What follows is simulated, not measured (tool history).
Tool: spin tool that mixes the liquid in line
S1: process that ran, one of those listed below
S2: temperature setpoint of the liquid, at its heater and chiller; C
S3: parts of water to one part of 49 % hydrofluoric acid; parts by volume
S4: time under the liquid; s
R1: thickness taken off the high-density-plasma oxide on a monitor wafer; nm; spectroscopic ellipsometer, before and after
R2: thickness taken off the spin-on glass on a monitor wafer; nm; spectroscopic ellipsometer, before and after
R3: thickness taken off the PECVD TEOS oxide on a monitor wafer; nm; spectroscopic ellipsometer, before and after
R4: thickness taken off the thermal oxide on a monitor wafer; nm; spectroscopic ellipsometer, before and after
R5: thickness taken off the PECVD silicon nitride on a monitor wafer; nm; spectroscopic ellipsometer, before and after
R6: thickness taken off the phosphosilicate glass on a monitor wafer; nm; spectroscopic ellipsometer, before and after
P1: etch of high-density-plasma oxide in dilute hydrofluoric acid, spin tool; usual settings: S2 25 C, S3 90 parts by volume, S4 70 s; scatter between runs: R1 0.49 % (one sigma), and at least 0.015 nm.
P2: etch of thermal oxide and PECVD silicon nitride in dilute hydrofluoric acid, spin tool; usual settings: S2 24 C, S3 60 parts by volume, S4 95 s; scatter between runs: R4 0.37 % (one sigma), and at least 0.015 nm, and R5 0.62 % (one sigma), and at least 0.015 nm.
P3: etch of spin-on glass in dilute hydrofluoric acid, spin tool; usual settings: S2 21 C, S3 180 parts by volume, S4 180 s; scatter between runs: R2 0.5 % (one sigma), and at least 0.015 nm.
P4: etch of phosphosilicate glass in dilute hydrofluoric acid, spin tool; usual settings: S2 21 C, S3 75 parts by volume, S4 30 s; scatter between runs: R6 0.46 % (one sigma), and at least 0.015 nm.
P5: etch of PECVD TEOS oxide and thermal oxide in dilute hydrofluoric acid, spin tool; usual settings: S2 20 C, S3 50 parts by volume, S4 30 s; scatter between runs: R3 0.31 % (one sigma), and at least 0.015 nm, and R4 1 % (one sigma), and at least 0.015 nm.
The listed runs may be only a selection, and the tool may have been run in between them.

run 1 hour=7.3 | S1=P1 S2=25 S3=90 S4=70 | R1=4.5717
run 2 hour=11.1 | S1=P3 S2=17 S3=180 S4=180 | R2=18.027
run 3 hour=17.2 | S1=P1 S2=25 S3=90 S4=70 | R1=4.6015
run 4 hour=23.7 | S1=P3 S2=21 S3=245 S4=180 | R2=14.396
run 5 hour=28.9 | S1=P5 S2=20 S3=90 S4=30 | R3=5.6162 R4=1.3724
run 6 hour=34.2 | S1=P2 S2=24 S3=60 S4=45 | R4=3.7199 R5=2.3838
run 7 hour=41 | S1=P2 S2=24 S3=60 S4=95 | R4=7.8572 R5=5.0889
run 8 hour=45.3 | S1=P1 S2=33 S3=90 S4=15 | R1=1.322
run 9 hour=50.7 | S1=P4 S2=21 S3=75 S4=30 | R6=55.352
run 10 hour=55.2 | S1=P3 S2=21 S3=180 S4=180 | R2=20.936
run 11 hour=60.4 | S1=P4 S2=21 S3=135 S4=30 | R6=28.627
run 12 hour=64.1 | S1=P2 S2=30 S3=60 S4=95 | R4=9.8973 R5=7.4084
run 13 hour=70.8 | S1=P1 S2=25 S3=90 S4=70 | R1=4.5391
run 14 hour=78.2 | S1=P3 S2=21 S3=180 S4=260 | R2=30.355
run 15 hour=82.8 | S1=P4 S2=17 S3=75 S4=30 | R6=46.746
run 16 hour=90 | S1=P1 S2=25 S3=135 S4=70 | R1=2.8616
run 17 hour=96.4 | S1=P1 S2=29.5 S3=90 S4=70 | R1=5.3739
run 18 hour=103.7 | S1=P1 S2=25 S3=35 S4=20 | R1=3.6399
run 19 hour=108.5 | S1=P5 S2=20 S3=50 S4=15 | R3=5.354 R4=1.3195
run 20 hour=112.8 | S1=P1 S2=25 S3=90 S4=70 | R1=4.538
run 21 hour=119.4 | S1=P2 S2=24 S3=60 S4=95 | R4=7.8378 R5=5.0721
run 22 hour=123 | S1=P1 S2=25 S3=90 S4=70 | R1=4.5841
run 23 hour=127.2 | S1=P1 S2=25 S3=90 S4=125 | R1=8.0538
run 24 hour=133.7 | S1=P2 S2=24 S3=80 S4=95 | R4=5.7361 R5=3.8005
run 25 hour=137.3 | S1=P1 S2=25 S3=90 S4=15 | R1=0.96872
run 26 hour=141.3 | S1=P4 S2=21 S3=75 S4=60 | R6=110.97
run 27 hour=144.6 | S1=P4 S2=21 S3=75 S4=30 | R6=54.931
-- hour=148 thermometer replaced
run 28 hour=151.3 | S1=P1 S2=25 S3=25 S4=70 | R1=17.938
run 29 hour=157.5 | S1=P5 S2=20 S3=50 S4=30 | R3=10.586 R4=2.5907
run 30 hour=161.7 | S1=P1 S2=18 S3=90 S4=70 | R1=3.4199
run 31 hour=168.8 | S1=P1 S2=25 S3=145 S4=115 | R1=4.3354
run 32 hour=175.1 | S1=P5 S2=24 S3=50 S4=30 | R3=12.546 R4=3.0647
run 33 hour=180.2 | S1=P1 S2=25 S3=90 S4=70 | R1=4.5854
run 34 hour=186.9 | S1=P1 S2=25 S3=90 S4=70 | R1=4.5269
run 35 hour=191 | S1=P1 S2=25 S3=90 S4=70 | R1=4.4751
run 36 hour=197.3 | S1=P1 S2=25 S3=90 S4=70 | R1=4.371
run 37 hour=202.2 | S1=P1 S2=25 S3=90 S4=70 | R1=4.3166
run 38 hour=207.9 | S1=P1 S2=25 S3=90 S4=70 | R1=4.3015
run 39 hour=213.9 | S1=P1 S2=25 S3=90 S4=70 | R1=4.2453
run 40 hour=218.8 | S1=P1 S2=25 S3=90 S4=70 | R1=4.2907
run 41 hour=223 | S1=P1 S2=25 S3=90 S4=70 | R1=4.2854
run 42 hour=229.9 | S1=P1 S2=25 S3=90 S4=70 | R1=4.2836

What P1 gives has crept away from where it was. These 2 causes fit the log equally well, each at the size given:
A: liquid colder than its thermometer reads (K) = 1.72
B: hydrofluoric acid flow below the setpoint (%) = 5.94
The creep began at about hour 186.9.

The check runs listed below each take one wafer, and their results are still question marks. Under which run would the listed causes lead to clearly different results?
run check 1 hour=236.8 | S1=P2 S2=24 S3=60 S4=95 | R4=? R5=?
run check 2 hour=236.8 | S1=P4 S2=21 S3=75 S4=30 | R6=?
run check 3 hour=236.8 | S1=P5 S2=20 S3=50 S4=30 | R3=? R4=?
run check 4 hour=236.8 | S1=P3 S2=21 S3=180 S4=180 | R2=?

Predicted outcomes, by check and by cause:
check=check_1 result=R4 if_A=7.2941 if_B=7.3272
check=check_1 result=R5 if_A=4.4932 if_B=4.7522
check=check_2 result=R6 if_A=51.376 if_B=51.625
check=check_3 result=R3 if_A=9.8792 if_B=9.9633
check=check_3 result=R4 if_A=2.4198 if_B=2.4404
check=check_4 result=R2 if_A=19.565 if_B=19.453
How far apart the two closest causes lie, in the result that separates them most: check 1 5.6 %; check 2 0.48 %; check 3 0.85 %; check 4 0.57 %
Check 1 tells the causes apart: in the others they would give nearly the same result.

Check 1 was then run and gave: R4 7.34 nm; R5 4.7538 nm. Which cause is it?

B is the cause: hydrofluoric acid flow below the setpoint (%).
